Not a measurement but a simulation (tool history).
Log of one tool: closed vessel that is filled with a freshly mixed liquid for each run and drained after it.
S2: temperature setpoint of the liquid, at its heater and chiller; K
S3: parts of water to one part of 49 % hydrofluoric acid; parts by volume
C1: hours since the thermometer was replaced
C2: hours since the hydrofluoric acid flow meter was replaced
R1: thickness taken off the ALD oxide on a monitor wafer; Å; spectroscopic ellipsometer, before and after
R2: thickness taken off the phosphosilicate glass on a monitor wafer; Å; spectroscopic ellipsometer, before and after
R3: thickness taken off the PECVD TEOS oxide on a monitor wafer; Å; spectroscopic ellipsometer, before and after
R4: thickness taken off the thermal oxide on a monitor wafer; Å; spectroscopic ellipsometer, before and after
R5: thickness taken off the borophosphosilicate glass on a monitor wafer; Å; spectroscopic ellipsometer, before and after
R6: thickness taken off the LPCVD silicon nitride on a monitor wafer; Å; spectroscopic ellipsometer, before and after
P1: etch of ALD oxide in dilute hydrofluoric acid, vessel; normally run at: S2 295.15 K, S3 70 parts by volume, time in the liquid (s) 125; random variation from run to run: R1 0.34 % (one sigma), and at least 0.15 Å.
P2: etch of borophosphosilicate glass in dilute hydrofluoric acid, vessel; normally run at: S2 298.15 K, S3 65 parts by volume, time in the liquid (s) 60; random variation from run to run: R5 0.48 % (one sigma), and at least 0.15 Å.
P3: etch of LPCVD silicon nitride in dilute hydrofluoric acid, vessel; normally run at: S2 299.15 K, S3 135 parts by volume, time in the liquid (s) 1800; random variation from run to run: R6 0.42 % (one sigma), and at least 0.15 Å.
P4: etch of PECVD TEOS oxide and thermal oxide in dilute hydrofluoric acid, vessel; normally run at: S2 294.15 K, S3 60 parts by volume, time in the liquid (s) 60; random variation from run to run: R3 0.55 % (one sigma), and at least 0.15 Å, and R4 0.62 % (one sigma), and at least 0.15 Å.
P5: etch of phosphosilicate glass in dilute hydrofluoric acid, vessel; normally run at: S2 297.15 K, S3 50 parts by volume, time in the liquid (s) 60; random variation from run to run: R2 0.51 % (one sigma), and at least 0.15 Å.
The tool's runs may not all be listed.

run 1 hour=13.3 | process_that_ran=P1 S2=295.15 S3=70 time_in_the_liquid_(s)=125 | C1=1618.8 C2=413.1 | R1=305.63
run 2 hour=26.8 | process_that_ran=P5 S2=297.15 S3=50 time_in_the_liquid_(s)=60 | C1=1632.3 C2=426.6 | R2=1138.3
run 3 hour=35.2 | process_that_ran=P4 S2=294.15 S3=60 time_in_the_liquid_(s)=100 | C1=1640.7 C2=435 | R3=154.34 R4=69.819
run 4 hour=46.4 | process_that_ran=P1 S2=290.15 S3=115 time_in_the_liquid_(s)=125 | C1=1651.9 C2=446.2 | R1=143.84
run 5 hour=54.8 | process_that_ran=P5 S2=303.65 S3=50 time_in_the_liquid_(s)=60 | C1=1660.3 C2=454.6 | R2=1472.6
run 6 hour=66.3 | process_that_ran=P4 S2=294.15 S3=60 time_in_the_liquid_(s)=60 | C1=1671.8 C2=466.1 | R3=91.083 R4=42.715
run 7 hour=74.5 | process_that_ran=P4 S2=290.15 S3=60 time_in_the_liquid_(s)=60 | C1=1680 C2=474.3 | R3=78.392 R4=36.048
run 8 hour=85 | process_that_ran=P1 S2=291.65 S3=70 time_in_the_liquid_(s)=60 | C1=1690.5 C2=484.8 | R1=126.24
run 9 hour=95.5 | process_that_ran=P1 S2=295.15 S3=120 time_in_the_liquid_(s)=125 | C1=1701 C2=495.3 | R1=167.72
run 10 hour=108.3 | process_that_ran=P2 S2=298.15 S3=25 time_in_the_liquid_(s)=60 | C1=1713.8 C2=508.1 | R5=1395.1
run 11 hour=119.4 | process_that_ran=P4 S2=294.15 S3=60 time_in_the_liquid_(s)=60 | C1=1724.9 C2=519.2 | R3=92.055 R4=42.649
run 12 hour=128.3 | process_that_ran=P2 S2=298.15 S3=65 time_in_the_liquid_(s)=95 | C1=1733.8 C2=528.1 | R5=795.12
run 13 hour=140.2 | process_that_ran=P1 S2=295.15 S3=70 time_in_the_liquid_(s)=125 | C1=1745.7 C2=540 | R1=306.66
run 14 hour=148.4 | process_that_ran=P3 S2=299.15 S3=135 time_in_the_liquid_(s)=2625 | C1=1753.9 C2=548.2 | R6=105.31
run 15 hour=161.1 | process_that_ran=P5 S2=297.15 S3=25 time_in_the_liquid_(s)=60 | C1=1766.6 C2=560.9 | R2=2323.3
run 16 hour=176.5 | process_that_ran=P1 S2=295.15 S3=35 time_in_the_liquid_(s)=125 | C1=1782 C2=576.3 | R1=640.11
run 17 hour=190.8 | process_that_ran=P2 S2=298.15 S3=65 time_in_the_liquid_(s)=60 | C1=1796.3 C2=590.6 | R5=508.22
run 18 hour=204.8 | process_that_ran=P2 S2=291.65 S3=65 time_in_the_liquid_(s)=60 | C1=1810.3 C2=604.6 | R5=384.4
run 19 hour=213.2 | process_that_ran=P1 S2=291.65 S3=70 time_in_the_liquid_(s)=125 | C1=1818.7 C2=613 | R1=263.85
run 20 hour=225.8 | process_that_ran=P1 S2=295.15 S3=70 time_in_the_liquid_(s)=125 | C1=1831.3 C2=625.6 | R1=305.04
run 21 hour=233.3 | process_that_ran=P1 S2=295.15 S3=70 time_in_the_liquid_(s)=125 | C1=1838.8 C2=633.1 | R1=305.87
run 22 hour=243.9 | process_that_ran=P4 S2=294.15 S3=20 time_in_the_liquid_(s)=60 | C1=1849.4 C2=643.7 | R3=291.42 R4=131.93
run 23 hour=251.6 | process_that_ran=P3 S2=299.15 S3=230 time_in_the_liquid_(s)=1800 | C1=1857.1 C2=651.4 | R6=42.272
run 24 hour=262.2 | process_that_ran=P3 S2=299.15 S3=135 time_in_the_liquid_(s)=1800 | C1=1867.7 C2=662 | R6=72.68
run 25 hour=269.6 | process_that_ran=P5 S2=297.15 S3=50 time_in_the_liquid_(s)=60 | C1=1875.1 C2=669.4 | R2=1132.4
run 26 hour=278.1 | process_that_ran=P1 S2=295.15 S3=70 time_in_the_liquid_(s)=30 | C1=1883.6 C2=677.9 | R1=72.853
run 27 hour=293.7 | process_that_ran=P1 S2=299.65 S3=70 time_in_the_liquid_(s)=125 | C1=1899.2 C2=693.5 | R1=369.19
run 28 hour=301.2 | process_that_ran=P1 S2=295.15 S3=70 time_in_the_liquid_(s)=125 | C1=1906.7 C2=701 | R1=306.65
run 29 hour=313.5 | process_that_ran=P5 S2=297.15 S3=50 time_in_the_liquid_(s)=90 | C1=1919 C2=713.3 | R2=1690.1
run 30 hour=322.6 | process_that_ran=P3 S2=304.65 S3=135 time_in_the_liquid_(s)=1800 | C1=1928.1 C2=722.4 | R6=102.83
run 31 hour=338.2 | process_that_ran=P1 S2=295.15 S3=70 time_in_the_liquid_(s)=125 | C1=1943.7 C2=738 | R1=308.84
run 32 hour=352.1 | process_that_ran=P1 S2=295.15 S3=70 time_in_the_liquid_(s)=230 | C1=1957.6 C2=751.9 | R1=563.34
run 33 hour=363.7 | process_that_ran=P1 S2=302.15 S3=125 time_in_the_liquid_(s)=125 | C1=1969.2 C2=763.5 | R1=211.08
run 34 hour=374.3 | process_that_ran=P2 S2=298.15 S3=65 time_in_the_liquid_(s)=60 | C1=1979.8 C2=774.1 | R5=509.4
run 35 hour=384.2 | process_that_ran=P1 S2=295.15 S3=70 time_in_the_liquid_(s)=125 | C1=1989.7 C2=784 | R1=307.15
run 36 hour=396.1 | process_that_ran=P1 S2=295.15 S3=70 time_in_the_liquid_(s)=125 | C1=2001.6 C2=795.9 | R1=293.72
run 37 hour=408.6 | process_that_ran=P1 S2=295.15 S3=70 time_in_the_liquid_(s)=125 | C1=2014.1 C2=808.4 | R1=288.22
run 38 hour=416.4 | process_that_ran=P1 S2=295.15 S3=70 time_in_the_liquid_(s)=125 | C1=2021.9 C2=816.2 | R1=284.62
run 39 hour=426.9 | process_that_ran=P1 S2=295.15 S3=70 time_in_the_liquid_(s)=125 | C1=2032.4 C2=826.7 | R1=284.57
run 40 hour=437.3 | process_that_ran=P1 S2=295.15 S3=70 time_in_the_liquid_(s)=125 | C1=2042.8 C2=837.1 | R1=283.8
run 41 hour=449.4 | process_that_ran=P1 S2=295.15 S3=70 time_in_the_liquid_(s)=125 | C1=2054.9 C2=849.2 | R1=280.64
run 42 hour=462.4 | process_that_ran=P1 S2=295.15 S3=70 time_in_the_liquid_(s)=125 | C1=2067.9 C2=862.2 | R1=282.92
run 43 hour=473.6 | process_that_ran=P1 S2=295.15 S3=70 time_in_the_liquid_(s)=125 | C1=2079.1 C2=873.4 | R1=279.73

What P1 gives has crept away from where it was. These 2 causes fit the log equally well, each at the size given:
A: liquid colder than its thermometer reads (K) = 2.12
B: hydrofluoric acid flow below the setpoint (%) = 7.76
The creep began at about hour 384.2.

4 check runs are offered, one wafer each, their results left as question marks. Which one tells the causes apart?
run check 1 hour=484.8 | process_that_ran=P3 S2=299.15 S3=135 time_in_the_liquid_(s)=1800 | R6=?
run check 2 hour=484.8 | process_that_ran=P5 S2=297.15 S3=50 time_in_the_liquid_(s)=60 | R2=?
run check 3 hour=484.8 | process_that_ran=P4 S2=294.15 S3=60 time_in_the_liquid_(s)=60 | R3=? R4=?
run check 4 hour=484.8 | process_that_ran=P2 S2=298.15 S3=65 time_in_the_liquid_(s)=60 | R5=?

What each check would give under each cause:
check=check_1 result=R6 if_A=63.37 if_B=67.019
check=check_2 result=R2 if_A=1036.1 if_B=1037.7
check=check_3 result=R3 if_A=84.306 if_B=84.52
check=check_3 result=R4 if_A=38.786 if_B=38.885
check=check_4 result=R5 if_A=464.87 if_B=464.04
How far apart the two closest causes lie, in the result that separates them most: check 1 5.6 %; check 2 0.16 %; check 3 0.25 %; check 4 0.18 %
Only check 1 tells the causes apart: in the others they would give nearly the same result.

Then check 1 was run and gave: R6 63.046 Å. Which cause is it?

It is A: liquid colder than its thermometer reads (K).
